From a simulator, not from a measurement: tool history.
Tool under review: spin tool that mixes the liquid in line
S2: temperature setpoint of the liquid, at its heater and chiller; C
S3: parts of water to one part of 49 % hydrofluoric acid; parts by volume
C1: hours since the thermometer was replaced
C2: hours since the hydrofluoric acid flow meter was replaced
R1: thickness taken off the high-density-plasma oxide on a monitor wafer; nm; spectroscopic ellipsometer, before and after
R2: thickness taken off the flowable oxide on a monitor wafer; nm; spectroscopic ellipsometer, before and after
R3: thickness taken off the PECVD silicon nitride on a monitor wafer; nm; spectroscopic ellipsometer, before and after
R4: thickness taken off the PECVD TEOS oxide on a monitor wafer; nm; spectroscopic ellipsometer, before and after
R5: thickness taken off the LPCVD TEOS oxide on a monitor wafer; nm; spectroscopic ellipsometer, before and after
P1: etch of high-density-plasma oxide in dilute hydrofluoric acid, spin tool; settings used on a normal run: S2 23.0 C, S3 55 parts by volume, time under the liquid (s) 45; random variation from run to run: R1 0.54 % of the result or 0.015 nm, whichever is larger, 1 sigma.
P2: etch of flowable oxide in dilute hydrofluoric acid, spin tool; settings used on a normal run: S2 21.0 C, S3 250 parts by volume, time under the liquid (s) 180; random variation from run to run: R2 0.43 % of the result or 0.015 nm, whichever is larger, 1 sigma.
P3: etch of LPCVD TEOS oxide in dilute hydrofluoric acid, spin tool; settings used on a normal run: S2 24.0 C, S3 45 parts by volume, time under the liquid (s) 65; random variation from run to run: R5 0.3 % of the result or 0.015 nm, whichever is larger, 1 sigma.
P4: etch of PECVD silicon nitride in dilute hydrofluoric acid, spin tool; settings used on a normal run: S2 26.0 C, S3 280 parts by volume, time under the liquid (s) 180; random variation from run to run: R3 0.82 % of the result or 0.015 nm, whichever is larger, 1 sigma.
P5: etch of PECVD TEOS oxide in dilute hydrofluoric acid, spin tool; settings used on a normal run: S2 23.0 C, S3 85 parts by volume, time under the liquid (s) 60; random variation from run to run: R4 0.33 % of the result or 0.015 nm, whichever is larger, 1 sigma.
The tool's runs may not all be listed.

run 1 hour=2.7 | process_that_ran=P1 S2=23.0 S3=55 time_under_the_liquid_(s)=45 | C1=823.0 C2=415.7 | R1=6.7531
run 2 hour=7.6 | process_that_ran=P1 S2=30.5 S3=55 time_under_the_liquid_(s)=45 | C1=827.9 C2=420.6 | R1=9.1130
run 3 hour=12.2 | process_that_ran=P1 S2=23.0 S3=55 time_under_the_liquid_(s)=45 | C1=832.5 C2=425.2 | R1=6.7015
run 4 hour=15.9 | process_that_ran=P1 S2=23.0 S3=55 time_under_the_liquid_(s)=45 | C1=836.2 C2=428.9 | R1=6.7400
run 5 hour=18.5 | process_that_ran=P1 S2=23.0 S3=55 time_under_the_liquid_(s)=45 | C1=838.8 C2=431.5 | R1=6.7495
run 6 hour=21.5 | process_that_ran=P1 S2=23.0 S3=20 time_under_the_liquid_(s)=85 | C1=841.8 C2=434.5 | R1=36.8120
run 7 hour=25.6 | process_that_ran=P2 S2=21.0 S3=85 time_under_the_liquid_(s)=180 | C1=845.9 C2=438.6 | R2=65.803
run 8 hour=28.6 | process_that_ran=P4 S2=26.0 S3=60 time_under_the_liquid_(s)=180 | C1=848.9 C2=441.6 | R3=14.98500
run 9 hour=33.7 | process_that_ran=P5 S2=26.5 S3=85 time_under_the_liquid_(s)=60 | C1=854.0 C2=446.7 | R4=17.8700
run 10 hour=38.3 | process_that_ran=P1 S2=23.0 S3=55 time_under_the_liquid_(s)=45 | C1=858.6 C2=451.3 | R1=6.6605
run 11 hour=42.5 | process_that_ran=P3 S2=24.0 S3=45 time_under_the_liquid_(s)=130 | C1=862.8 C2=455.5 | R5=76.258
run 12 hour=45.1 | process_that_ran=P1 S2=30.5 S3=20 time_under_the_liquid_(s)=45 | C1=865.4 C2=458.1 | R1=26.5400
-- hour=46.6 thermometer replaced
run 13 hour=48.4 | process_that_ran=P1 S2=17.0 S3=55 time_under_the_liquid_(s)=45 | C1=1.8 C2=461.4 | R1=5.2223
run 14 hour=52.4 | process_that_ran=P4 S2=26.0 S3=280 time_under_the_liquid_(s)=35 | C1=5.8 C2=465.4 | R3=0.63044
run 15 hour=57.1 | process_that_ran=P5 S2=23.0 S3=85 time_under_the_liquid_(s)=15 | C1=10.5 C2=470.1 | R4=3.8561
run 16 hour=59.6 | process_that_ran=P5 S2=23.0 S3=40 time_under_the_liquid_(s)=60 | C1=13.0 C2=472.6 | R4=34.8650
run 17 hour=64.1 | process_that_ran=P1 S2=23.0 S3=55 time_under_the_liquid_(s)=45 | C1=17.5 C2=477.1 | R1=6.7223
run 18 hour=68.5 | process_that_ran=P2 S2=21.0 S3=250 time_under_the_liquid_(s)=180 | C1=21.9 C2=481.5 | R2=18.910
run 19 hour=72.0 | process_that_ran=P1 S2=23.0 S3=55 time_under_the_liquid_(s)=15 | C1=25.4 C2=485.0 | R1=2.2700
run 20 hour=77.1 | process_that_ran=P2 S2=21.0 S3=250 time_under_the_liquid_(s)=270 | C1=30.5 C2=490.1 | R2=28.194
run 21 hour=81.4 | process_that_ran=P3 S2=24.0 S3=45 time_under_the_liquid_(s)=65 | C1=34.8 C2=494.4 | R5=38.322
run 22 hour=84.9 | process_that_ran=P1 S2=23.0 S3=25 time_under_the_liquid_(s)=45 | C1=38.3 C2=497.9 | R1=15.3710
run 23 hour=88.3 | process_that_ran=P4 S2=26.0 S3=280 time_under_the_liquid_(s)=180 | C1=41.7 C2=501.3 | R3=3.20900
run 24 hour=91.2 | process_that_ran=P1 S2=23.0 S3=80 time_under_the_liquid_(s)=80 | C1=44.6 C2=504.2 | R1=7.9613
run 25 hour=94.0 | process_that_ran=P3 S2=30.5 S3=45 time_under_the_liquid_(s)=65 | C1=47.4 C2=507.0 | R5=49.803
run 26 hour=98.4 | process_that_ran=P4 S2=33.0 S3=280 time_under_the_liquid_(s)=180 | C1=51.8 C2=511.4 | R3=4.86690
run 27 hour=102.7 | process_that_ran=P1 S2=23.0 S3=55 time_under_the_liquid_(s)=85 | C1=56.1 C2=515.7 | R1=12.8300
run 28 hour=105.1 | process_that_ran=P5 S2=23.0 S3=85 time_under_the_liquid_(s)=60 | C1=58.5 C2=518.1 | R4=15.5340
run 29 hour=108.1 | process_that_ran=P1 S2=23.0 S3=95 time_under_the_liquid_(s)=45 | C1=61.5 C2=521.1 | R1=3.6989
run 30 hour=111.0 | process_that_ran=P4 S2=26.0 S3=280 time_under_the_liquid_(s)=180 | C1=64.4 C2=524.0 | R3=3.20330
run 31 hour=114.9 | process_that_ran=P3 S2=24.0 S3=25 time_under_the_liquid_(s)=65 | C1=68.3 C2=527.9 | R5=70.771
run 32 hour=120.2 | process_that_ran=P2 S2=28.0 S3=250 time_under_the_liquid_(s)=180 | C1=73.6 C2=533.2 | R2=24.143
run 33 hour=123.4 | process_that_ran=P1 S2=23.0 S3=55 time_under_the_liquid_(s)=45 | C1=76.8 C2=536.4 | R1=6.8251
run 34 hour=126.4 | process_that_ran=P1 S2=23.0 S3=55 time_under_the_liquid_(s)=45 | C1=79.8 C2=539.4 | R1=6.8953
run 35 hour=131.4 | process_that_ran=P1 S2=23.0 S3=55 time_under_the_liquid_(s)=45 | C1=84.8 C2=544.4 | R1=7.1077
run 36 hour=134.3 | process_that_ran=P1 S2=23.0 S3=55 time_under_the_liquid_(s)=45 | C1=87.7 C2=547.3 | R1=7.1496
run 37 hour=139.4 | process_that_ran=P1 S2=23.0 S3=55 time_under_the_liquid_(s)=45 | C1=92.8 C2=552.4 | R1=7.2451
run 38 hour=142.3 | process_that_ran=P1 S2=23.0 S3=55 time_under_the_liquid_(s)=45 | C1=95.7 C2=555.3 | R1=7.3177
run 39 hour=146.4 | process_that_ran=P1 S2=23.0 S3=55 time_under_the_liquid_(s)=45 | C1=99.8 C2=559.4 | R1=7.3186
run 40 hour=151.4 | process_that_ran=P1 S2=23.0 S3=55 time_under_the_liquid_(s)=45 | C1=104.8 C2=564.4 | R1=7.2884
run 41 hour=155.5 | process_that_ran=P1 S2=23.0 S3=55 time_under_the_liquid_(s)=45 | C1=108.9 C2=568.5 | R1=7.3001
run 42 hour=160.3 | process_that_ran=P1 S2=23.0 S3=55 time_under_the_liquid_(s)=45 | C1=113.7 C2=573.3 | R1=7.3512

What P1 gives has crept away from where it was. These 2 causes fit the log equally well, each at the size given:
A: hydrofluoric acid flow above the setpoint (%) = 7.79
B: liquid hotter than its thermometer reads (K) = 1.96
The onset of the drift is placed at about hour 123.4.

Each of the check runs listed below is run on 2 wafers and reports their average, with the results left as question marks. Pick the one under which the possible causes would lead to clearly different results.
run check 1 hour=165.1 | process_that_ran=P3 S2=24.0 S3=25 time_under_the_liquid_(s)=120 | R5=?
run check 2 hour=165.1 | process_that_ran=P2 S2=21.0 S3=95 time_under_the_liquid_(s)=180 | R2=?
run check 3 hour=165.1 | process_that_ran=P4 S2=26.0 S3=70 time_under_the_liquid_(s)=180 | R3=?
run check 4 hour=165.1 | process_that_ran=P5 S2=23.0 S3=45 time_under_the_liquid_(s)=15 | R4=?

Check results expected under each cause:
check=check_1 result=R5 if_A=141.350 if_B=141.950
check=check_2 result=R2 if_A=63.333 if_B=63.101
check=check_3 result=R3 if_A=13.83700 if_B=14.60300
check=check_4 result=R4 if_A=8.3268 if_B=8.3418
Separation of the two closest causes in each check, using whichever result separates them best: check 1 0.42 %; check 2 0.37 %; check 3 5.38 %; check 4 0.18 %
The causes can be told apart only by check 3. The other checks would give nearly the same results under each of them.

Check 3 was carried out, with these results: R3 13.75500 nm. Which of the listed causes is responsible?

The cause is A: hydrofluoric acid flow above the setpoint (%).

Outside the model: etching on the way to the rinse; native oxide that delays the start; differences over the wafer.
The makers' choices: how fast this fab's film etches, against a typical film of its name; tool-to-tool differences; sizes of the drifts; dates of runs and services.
